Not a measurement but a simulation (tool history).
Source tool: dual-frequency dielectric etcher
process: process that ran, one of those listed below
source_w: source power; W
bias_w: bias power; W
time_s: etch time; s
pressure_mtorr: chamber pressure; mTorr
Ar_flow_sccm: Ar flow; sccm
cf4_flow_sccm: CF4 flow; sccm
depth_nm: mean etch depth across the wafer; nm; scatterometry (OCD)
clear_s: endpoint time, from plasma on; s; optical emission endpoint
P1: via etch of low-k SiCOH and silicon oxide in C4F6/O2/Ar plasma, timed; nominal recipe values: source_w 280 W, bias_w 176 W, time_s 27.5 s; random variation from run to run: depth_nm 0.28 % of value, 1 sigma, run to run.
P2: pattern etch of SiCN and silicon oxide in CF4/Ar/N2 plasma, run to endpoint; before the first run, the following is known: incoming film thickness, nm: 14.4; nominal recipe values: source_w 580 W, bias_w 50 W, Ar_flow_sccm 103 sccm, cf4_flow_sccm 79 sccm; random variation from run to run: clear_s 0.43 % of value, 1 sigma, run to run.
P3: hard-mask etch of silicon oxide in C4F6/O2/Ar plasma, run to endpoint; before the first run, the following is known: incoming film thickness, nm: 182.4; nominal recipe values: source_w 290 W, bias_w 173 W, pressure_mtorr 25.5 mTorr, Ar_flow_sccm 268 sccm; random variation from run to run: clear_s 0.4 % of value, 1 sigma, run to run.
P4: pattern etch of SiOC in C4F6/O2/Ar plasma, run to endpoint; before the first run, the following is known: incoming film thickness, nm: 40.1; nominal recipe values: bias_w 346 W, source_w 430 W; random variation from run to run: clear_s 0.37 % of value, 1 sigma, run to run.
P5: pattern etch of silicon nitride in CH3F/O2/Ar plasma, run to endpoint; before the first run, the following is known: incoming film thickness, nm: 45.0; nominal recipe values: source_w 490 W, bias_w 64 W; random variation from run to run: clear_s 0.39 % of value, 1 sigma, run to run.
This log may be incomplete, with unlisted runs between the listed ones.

run,day,process,source_w,bias_w,time_s,pressure_mtorr,Ar_flow_sccm,cf4_flow_sccm,hours since the last wet clean,hours since the last source power generator calibration,hours since the last bias power generator calibration,depth_nm,clear_s
1,0.362,P1,280,176,27.5,,,,183.6,1494,1888.7,55.88,
2,0.962,P5,490,64,,,,,198,1508.4,1903.1,,60.502
3,1.621,P3,350,173,,25.5,268,,213.8,1524.2,1918.9,,58.414
4,2.35,P5,290,64,,,,,231.3,1541.7,1936.4,,74.123
5,2.854,P5,490,43,,,,,243.4,1553.8,1948.5,,69.243
6,3.192,P1,280,176,27.5,,,,251.5,1561.9,1956.6,56.171,
7,3.6,P1,280,176,27.5,,,,261.3,1571.7,1966.4,56.005,
8,4.288,P3,290,173,,25.5,268,,277.8,1588.2,1982.9,,63.552
9,4.688,P3,290,173,,25.5,268,,287.4,1597.8,1992.5,,63.227
10,5.279,P2,580,50,,,103,111,301.6,1612,2006.7,,13.586
11,6.008,P4,590,346,,,,,319.1,1629.5,2024.2,,13.077
12,6.362,P1,280,220,27.5,,,,327.6,1638,2032.7,60.384,
13,6.888,P1,280,176,27.5,,,,340.2,1650.6,2045.3,56.1,
14,7.442,P1,170,176,27.5,,,,353.5,1663.9,2058.6,46.336,
15,8.096,P2,580,50,,,126,79,369.2,1679.6,2074.3,,14.892
16,8.879,P2,350,50,,,103,79,388,1698.4,2093.1,,22.489
17,9.475,P3,290,110,,25.5,268,,402.3,1712.7,2107.4,,72.95
18,10.196,P2,580,40,,,103,79,419.6,1730,2124.7,,15.254
19,10.708,P1,280,107,27.5,,,,431.9,1742.3,2137,48.323,
# day 10.85: bias power generator calibrated
20,11.092,P1,210,141,27.5,,,,441.1,1751.5,5.9,46.511,
21,11.808,P4,430,346,,,,,458.3,1768.7,23.1,,14.717
22,12.408,P5,490,64,,,,,472.7,1783.1,37.5,,60.924
23,13.025,P1,280,176,27.5,,,,487.5,1797.9,52.3,55.986,
24,13.446,P1,280,176,18.5,,,,497.6,1808,62.4,37.625,
25,14.038,P1,390,176,27.5,,,,511.8,1822.2,76.6,63.74,
26,14.771,P1,190,139,27.5,,,,529.4,1839.8,94.2,44.57,
27,15.158,P1,280,176,39.5,,,,538.7,1849.1,103.5,80.785,
28,15.533,P1,210,218,27.5,,,,547.7,1858.1,112.5,53.997,
29,16.142,P4,430,346,,,,,562.3,1872.7,127.1,,14.62
30,16.492,P3,290,173,,36,268,,570.7,1881.1,135.5,,66.028
31,16.854,P2,580,50,,,103,79,579.4,1889.8,144.2,,14.314
# day 16.883: source power generator calibrated
32,17.442,P3,290,173,,25.5,172,,593.5,13.5,158.3,,60.273
33,17.833,P4,430,216,,,,,602.9,22.9,167.7,,17.325
34,18.571,P2,580,50,,,103,79,620.6,40.6,185.4,,14.286
35,19.146,P1,280,176,27.5,,,,634.4,54.4,199.2,56.048,
36,19.562,P1,280,176,27.5,,,,644.4,64.4,209.2,56.166,
37,19.929,P1,280,176,27.5,,,,653.2,73.2,218,56.828,
38,20.562,P1,280,176,27.5,,,,668.4,88.4,233.2,56.616,
# day 20.996: wet clean of the chamber
39,21.062,P1,280,176,27.5,,,,1.6,100.4,245.2,57.072,
40,21.729,P1,280,176,27.5,,,,17.6,116.4,261.2,56.609,
41,22.092,P1,280,176,27.5,,,,26.3,125.1,269.9,56.771,
42,22.558,P1,280,176,27.5,,,,37.5,136.3,281.1,56.843,
43,23.121,P1,280,176,27.5,,,,51,149.8,294.6,56.891,

What P1 gives has crept away from where it was. These 2 causes fit the log equally well, each at the size given:
A: bias power that arrives over what is set, % = 4.45
B: source power that arrives over what is set, % = 3.72
The drift started at roughly day 19.146.
Every other cause this tool's parts could produce, and why it does not fit the log:
chamber walls in a state that raises the etch rate, %: serviced at day 20.996, after the drift had started, without restoring the earlier output

Which of the check runs below tells the causes apart, meaning the causes would give it clearly different results? Each run uses 3 wafers whose results are averaged, and each result is shown as a question mark.
check 1,23.683,P5,330,47,,,,,,,,,?
check 2,23.683,P3,290,143,,25.5,204,,,,,,?
check 3,23.683,P4,590,346,,,,,,,,,?
check 4,23.683,P2,580,43,,,103,107,,,,,?

Check results expected under each cause:
check,result,if A,if B
check 1,clear_s,77.42,77.382
check 2,clear_s,64.279,64.223
check 3,clear_s,12.884,12.9
check 4,clear_s,14.114,13.818
Distance between the nearest two causes, measured in the result of the check that separates them most: check 1 0.05 %; check 2 0.09 %; check 3 0.12 %; check 4 2.12 %
Only in check 4 would the causes give clearly different results; in the remaining checks their results would be nearly the same.

With check 4 done, the readings were: clear_s 13.771 s. Identify which of the listed causes applies.

The correct cause is B, namely: source power that arrives over what is set, %.
